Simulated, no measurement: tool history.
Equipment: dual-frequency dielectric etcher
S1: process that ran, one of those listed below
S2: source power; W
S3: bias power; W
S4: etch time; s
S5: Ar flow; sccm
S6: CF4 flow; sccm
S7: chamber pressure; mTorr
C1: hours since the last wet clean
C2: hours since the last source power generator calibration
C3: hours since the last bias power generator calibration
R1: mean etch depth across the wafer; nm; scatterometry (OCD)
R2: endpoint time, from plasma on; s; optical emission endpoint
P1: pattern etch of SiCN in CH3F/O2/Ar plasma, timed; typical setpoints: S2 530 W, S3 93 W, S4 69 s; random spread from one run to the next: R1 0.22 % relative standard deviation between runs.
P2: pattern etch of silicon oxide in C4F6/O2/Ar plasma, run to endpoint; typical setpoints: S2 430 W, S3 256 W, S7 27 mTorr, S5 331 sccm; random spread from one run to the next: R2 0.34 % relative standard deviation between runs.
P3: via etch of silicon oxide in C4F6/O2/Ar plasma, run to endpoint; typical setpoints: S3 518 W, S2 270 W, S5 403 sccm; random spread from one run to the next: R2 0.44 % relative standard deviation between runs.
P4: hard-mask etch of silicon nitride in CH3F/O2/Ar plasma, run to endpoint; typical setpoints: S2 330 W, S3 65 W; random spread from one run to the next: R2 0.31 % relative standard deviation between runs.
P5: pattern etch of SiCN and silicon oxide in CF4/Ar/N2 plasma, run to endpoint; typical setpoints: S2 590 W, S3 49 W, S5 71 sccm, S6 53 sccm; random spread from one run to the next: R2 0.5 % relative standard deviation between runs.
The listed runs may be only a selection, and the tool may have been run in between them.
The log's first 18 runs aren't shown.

run   hour  S1   S2   S3  S4   S5  S6  S7    C1     C2     C3      R1      R2
      68.6  -- wet clean of the chamber
 19   71.4  P5  590   49       71  53       2.9  490.9  368.3          11.470
 20   76.3  P5  590   49       71  73       7.8  495.8  373.2          10.744
 21   81.1  P5  590   49       43  53      12.6  500.6  378.0          10.460
 22   83.5  P4  330   87                   15.0  503.0  380.4          73.209
 23   88.3  P3  170  518      403          19.8  507.8  385.2          53.783
 24   91.8  P1  530   93  69               23.3  511.3  388.7  31.974
 25   94.1  P5  590   49       71  53      25.6  513.6  391.0          11.378
 26   98.6  P1  530   93  69               30.1  518.1  395.5  32.106
 27  101.0  P3  270  339      403          32.5  520.5  397.9          53.709
 28  105.7  P4  220   65                   37.2  525.2  402.6          95.110
 29  108.9  P1  530   93  69               40.4  528.4  405.8  32.166
 30  112.6  P1  530   93  69               44.1  532.1  409.5  32.081
 31  116.4  P2  590  256      331      27  47.9  535.9  413.3          11.731

Run 32 is up next; what results do you expect?
 32  119.5  P1  530  93  69              51.0  539.0  416.4   ?

Run 32 came out at R1 32.086 nm.
